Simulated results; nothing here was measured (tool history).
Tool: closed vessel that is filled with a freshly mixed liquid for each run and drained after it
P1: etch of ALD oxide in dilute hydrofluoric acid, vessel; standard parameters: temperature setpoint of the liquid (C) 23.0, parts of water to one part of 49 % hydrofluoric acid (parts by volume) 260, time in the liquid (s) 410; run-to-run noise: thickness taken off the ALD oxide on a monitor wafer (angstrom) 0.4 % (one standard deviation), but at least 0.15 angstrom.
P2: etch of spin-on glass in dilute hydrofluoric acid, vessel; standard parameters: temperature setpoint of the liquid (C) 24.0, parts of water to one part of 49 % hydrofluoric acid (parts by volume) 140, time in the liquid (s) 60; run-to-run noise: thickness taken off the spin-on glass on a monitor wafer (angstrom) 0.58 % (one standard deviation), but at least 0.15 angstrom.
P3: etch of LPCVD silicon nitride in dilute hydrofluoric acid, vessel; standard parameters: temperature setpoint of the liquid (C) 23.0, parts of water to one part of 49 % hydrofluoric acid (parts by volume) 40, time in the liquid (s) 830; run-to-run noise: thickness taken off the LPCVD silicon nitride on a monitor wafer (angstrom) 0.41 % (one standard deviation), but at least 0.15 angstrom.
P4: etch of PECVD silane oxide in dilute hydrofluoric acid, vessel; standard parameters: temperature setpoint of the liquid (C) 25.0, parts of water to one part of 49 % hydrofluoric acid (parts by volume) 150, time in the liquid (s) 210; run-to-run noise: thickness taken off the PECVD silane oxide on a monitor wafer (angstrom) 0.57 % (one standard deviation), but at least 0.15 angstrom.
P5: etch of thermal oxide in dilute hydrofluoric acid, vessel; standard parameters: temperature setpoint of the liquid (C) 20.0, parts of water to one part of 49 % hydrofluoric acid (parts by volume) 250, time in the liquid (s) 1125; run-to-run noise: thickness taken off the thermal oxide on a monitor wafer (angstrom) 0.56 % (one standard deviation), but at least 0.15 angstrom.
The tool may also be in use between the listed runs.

| run | day | process that ran | temperature setpoint of the liquid (C) | parts of water to one part of 49 % hydrofluoric acid (parts by volume) | time in the liquid (s) | hours since the thermometer was replaced | hours since the hydrofluoric acid flow meter was replaced | thickness taken off the ALD oxide on a monitor wafer (angstrom) | thickness taken off the PECVD silane oxide on a monitor wafer (angstrom) | thickness taken off the thermal oxide on a monitor wafer (angstrom) | thickness taken off the LPCVD silicon nitride on a monitor wafer (angstrom) | thickness taken off the spin-on glass on a monitor wafer (angstrom) |
|---|---|---|---|---|---|---|---|---|---|---|---|---|
| 1 | 0.458 | P1 | 23.0 | 260 | 410 | 398.4 | 1218.9 | 212.860 |  |  |  |  |
| 2 | 0.821 | P4 | 25.0 | 150 | 30 | 407.1 | 1227.6 |  | 68.022 |  |  |  |
| 3 | 1.467 | P4 | 25.0 | 150 | 210 | 422.6 | 1243.1 |  | 479.770 |  |  |  |
| 4 | 2.100 | P5 | 20.0 | 250 | 195 | 437.8 | 1258.3 |  |  | 25.48 |  |  |
| 5 | 2.554 | P1 | 23.0 | 260 | 640 | 448.7 | 1269.2 | 330.460 |  |  |  |  |
| 6 | 3.083 | P5 | 20.0 | 250 | 1125 | 461.4 | 1281.9 |  |  | 145.21 |  |  |
| 7 | 3.562 | P1 | 23.0 | 260 | 180 | 472.9 | 1293.4 | 93.025 |  |  |  |  |
| 8 | 3.900 | P1 | 23.0 | 260 | 410 | 481.0 | 1301.5 | 212.240 |  |  |  |  |
| 9 | 4.371 | P3 | 23.0 | 40 | 830 | 492.3 | 1312.8 |  |  |  | 99.199 |  |
| 10 | 5.042 | P3 | 23.0 | 20 | 830 | 508.4 | 1328.9 |  |  |  | 194.550 |  |
| 11 | 5.396 | P5 | 20.0 | 425 | 1125 | 516.9 | 1337.4 |  |  | 74.00 |  |  |
| 12 | 5.950 | P4 | 17.5 | 150 | 210 | 530.2 | 1350.7 |  | 360.850 |  |  |  |
| 13 | 6.421 | P3 | 23.0 | 40 | 830 | 541.5 | 1362.0 |  |  |  | 99.470 |  |
| 14 | 6.929 | P1 | 23.0 | 415 | 745 | 553.7 | 1374.2 | 209.170 |  |  |  |  |
| 15 | 7.571 | P2 | 24.0 | 140 | 115 | 569.1 | 1389.6 |  |  |  |  | 460.12 |
| 16 | 8.025 | P4 | 25.0 | 225 | 210 | 580.0 | 1400.5 |  | 291.600 |  |  |  |
| 17 | 8.325 | P1 | 31.0 | 260 | 410 | 587.2 | 1407.7 | 278.950 |  |  |  |  |
| 18 | 9.000 | P1 | 23.0 | 260 | 410 | 603.4 | 1423.9 | 212.330 |  |  |  |  |
| 19 | 9.408 | P1 | 17.0 | 260 | 410 | 613.2 | 1433.7 | 169.850 |  |  |  |  |
| 20 | 9.983 | P2 | 28.0 | 140 | 60 | 627.0 | 1447.5 |  |  |  |  | 277.56 |
| 21 | 10.608 | P3 | 17.0 | 40 | 830 | 642.0 | 1462.5 |  |  |  | 65.679 |  |
| 22 | 11.271 | P5 | 24.5 | 250 | 1125 | 657.9 | 1478.4 |  |  | 170.98 |  |  |
| 23 | 11.588 | P2 | 24.0 | 140 | 60 | 665.5 | 1486.0 |  |  |  |  | 241.80 |
| 24 | 12.225 | P1 | 23.0 | 440 | 410 | 680.8 | 1501.3 | 106.320 |  |  |  |  |
| 25 | 12.750 | P1 | 23.0 | 70 | 410 | 693.4 | 1513.9 | 963.570 |  |  |  |  |
| 26 | 13.046 | P2 | 24.0 | 215 | 60 | 700.5 | 1521.0 |  |  |  |  | 144.82 |
| 27 | 13.533 | P3 | 23.0 | 40 | 1490 | 712.2 | 1532.7 |  |  |  | 179.130 |  |
| 28 | 14.175 | P1 | 23.0 | 260 | 410 | 727.6 | 1548.1 | 210.400 |  |  |  |  |
| 29 | 14.829 | P1 | 23.0 | 260 | 410 | 743.3 | 1563.8 | 211.910 |  |  |  |  |
| 30 | 15.183 | P1 | 23.0 | 260 | 410 | 751.8 | 1572.3 | 215.880 |  |  |  |  |
| 31 | 15.788 | P1 | 23.0 | 260 | 410 | 766.3 | 1586.8 | 221.880 |  |  |  |  |
| 32 | 16.433 | P1 | 23.0 | 260 | 410 | 781.8 | 1602.3 | 224.010 |  |  |  |  |
| 33 | 16.846 | P1 | 23.0 | 260 | 410 | 791.7 | 1612.2 | 222.730 |  |  |  |  |
| 34 | 17.454 | P1 | 23.0 | 260 | 410 | 806.3 | 1626.8 | 223.860 |  |  |  |  |
| 35 | 17.812 | P1 | 23.0 | 260 | 410 | 814.9 | 1635.4 | 224.770 |  |  |  |  |

The next listed run, before its measurement:
| 36 | 18.179 | P1 | 23.0 | 260 | 410 | 823.7 | 1644.2 | ? |  |  |  |  |

thickness taken off the ALD oxide on a monitor wafer (angstrom): 224.830

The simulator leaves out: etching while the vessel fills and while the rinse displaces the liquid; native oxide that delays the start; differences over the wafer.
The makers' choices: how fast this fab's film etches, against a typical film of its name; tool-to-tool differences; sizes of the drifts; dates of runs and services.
